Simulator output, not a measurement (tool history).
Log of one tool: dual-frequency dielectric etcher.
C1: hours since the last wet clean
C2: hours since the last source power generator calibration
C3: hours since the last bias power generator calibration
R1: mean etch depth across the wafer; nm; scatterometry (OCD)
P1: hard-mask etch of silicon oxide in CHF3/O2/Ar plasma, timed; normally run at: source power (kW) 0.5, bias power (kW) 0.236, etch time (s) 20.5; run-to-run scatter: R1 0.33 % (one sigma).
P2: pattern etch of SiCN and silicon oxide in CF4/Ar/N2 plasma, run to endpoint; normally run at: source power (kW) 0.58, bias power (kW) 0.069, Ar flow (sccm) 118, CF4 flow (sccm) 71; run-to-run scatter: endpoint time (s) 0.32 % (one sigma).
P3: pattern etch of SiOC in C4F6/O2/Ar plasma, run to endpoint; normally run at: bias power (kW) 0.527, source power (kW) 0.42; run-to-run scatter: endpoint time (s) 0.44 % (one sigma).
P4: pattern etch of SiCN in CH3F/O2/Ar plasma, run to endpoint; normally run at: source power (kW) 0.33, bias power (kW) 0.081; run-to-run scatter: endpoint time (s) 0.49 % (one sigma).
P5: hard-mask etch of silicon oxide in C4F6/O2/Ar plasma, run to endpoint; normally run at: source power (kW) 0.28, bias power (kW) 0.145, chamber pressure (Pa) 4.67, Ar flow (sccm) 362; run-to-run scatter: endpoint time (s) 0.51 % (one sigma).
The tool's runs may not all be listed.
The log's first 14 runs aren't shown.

run 15 day=7.283 | process_that_ran=P1 source_power_(kW)=0.5 bias_power_(kW)=0.236 etch_time_(s)=26.5 | C1=483.9 C2=2737.7 C3=1376.1 | R1=55.279
run 16 day=7.829 | process_that_ran=P3 source_power_(kW)=0.42 bias_power_(kW)=0.527 | C1=497 C2=2750.8 C3=1389.2 | endpoint_time_(s)=9.2028
run 17 day=8.271 | process_that_ran=P2 source_power_(kW)=0.58 bias_power_(kW)=0.069 Ar_flow_(sccm)=86 CF4_flow_(sccm)=71 | C1=507.6 C2=2761.4 C3=1399.8 | endpoint_time_(s)=8.7073
run 18 day=8.604 | process_that_ran=P5 source_power_(kW)=0.28 bias_power_(kW)=0.145 Ar_flow_(sccm)=464 chamber_pressure_(Pa)=4.67 | C1=515.6 C2=2769.4 C3=1407.8 | endpoint_time_(s)=83.584
run 19 day=9.058 | process_that_ran=P2 source_power_(kW)=0.75 bias_power_(kW)=0.069 Ar_flow_(sccm)=118 CF4_flow_(sccm)=71 | C1=526.5 C2=2780.3 C3=1418.7 | endpoint_time_(s)=7.3146
run 20 day=9.367 | process_that_ran=P5 source_power_(kW)=0.28 bias_power_(kW)=0.145 Ar_flow_(sccm)=362 chamber_pressure_(Pa)=4.67 | C1=533.9 C2=2787.7 C3=1426.1 | endpoint_time_(s)=81.293
run 21 day=9.683 | process_that_ran=P1 source_power_(kW)=0.5 bias_power_(kW)=0.236 etch_time_(s)=20.5 | C1=541.5 C2=2795.3 C3=1433.7 | R1=42.963
run 22 day=10.179 | process_that_ran=P5 source_power_(kW)=0.28 bias_power_(kW)=0.116 Ar_flow_(sccm)=362 chamber_pressure_(Pa)=4.67 | C1=553.4 C2=2807.2 C3=1445.6 | endpoint_time_(s)=86.828
run 23 day=10.546 | process_that_ran=P1 source_power_(kW)=0.5 bias_power_(kW)=0.236 etch_time_(s)=14 | C1=562.2 C2=2816 C3=1454.4 | R1=29.28
run 24 day=11.125 | process_that_ran=P1 source_power_(kW)=0.5 bias_power_(kW)=0.182 etch_time_(s)=20.5 | C1=576.1 C2=2829.9 C3=1468.3 | R1=38.934
run 25 day=11.546 | process_that_ran=P1 source_power_(kW)=0.5 bias_power_(kW)=0.236 etch_time_(s)=20.5 | C1=586.2 C2=2840 C3=1478.4 | R1=43.014
run 26 day=12.154 | process_that_ran=P5 source_power_(kW)=0.39 bias_power_(kW)=0.145 Ar_flow_(sccm)=362 chamber_pressure_(Pa)=4.67 | C1=600.8 C2=2854.6 C3=1493 | endpoint_time_(s)=71.587
run 27 day=12.625 | process_that_ran=P4 source_power_(kW)=0.33 bias_power_(kW)=0.081 | C1=612.1 C2=2865.9 C3=1504.3 | endpoint_time_(s)=26.042
run 28 day=12.992 | process_that_ran=P1 source_power_(kW)=0.5 bias_power_(kW)=0.177 etch_time_(s)=16.5 | C1=620.9 C2=2874.7 C3=1513.1 | R1=31.088
run 29 day=13.312 | process_that_ran=P2 source_power_(kW)=0.58 bias_power_(kW)=0.091 Ar_flow_(sccm)=118 CF4_flow_(sccm)=71 | C1=628.6 C2=2882.4 C3=1520.8 | endpoint_time_(s)=8.3153
run 30 day=13.842 | process_that_ran=P1 source_power_(kW)=0.5 bias_power_(kW)=0.236 etch_time_(s)=20.5 | C1=641.3 C2=2895.1 C3=1533.5 | R1=42.843

Forecast run 31:
run 31 day=14.488 | process_that_ran=P5 source_power_(kW)=0.28 bias_power_(kW)=0.145 Ar_flow_(sccm)=362 chamber_pressure_(Pa)=5.8 | C1=656.8 C2=2910.6 C3=1549 | endpoint_time_(s)=?

Run 31 gave endpoint time (s) 83.176.

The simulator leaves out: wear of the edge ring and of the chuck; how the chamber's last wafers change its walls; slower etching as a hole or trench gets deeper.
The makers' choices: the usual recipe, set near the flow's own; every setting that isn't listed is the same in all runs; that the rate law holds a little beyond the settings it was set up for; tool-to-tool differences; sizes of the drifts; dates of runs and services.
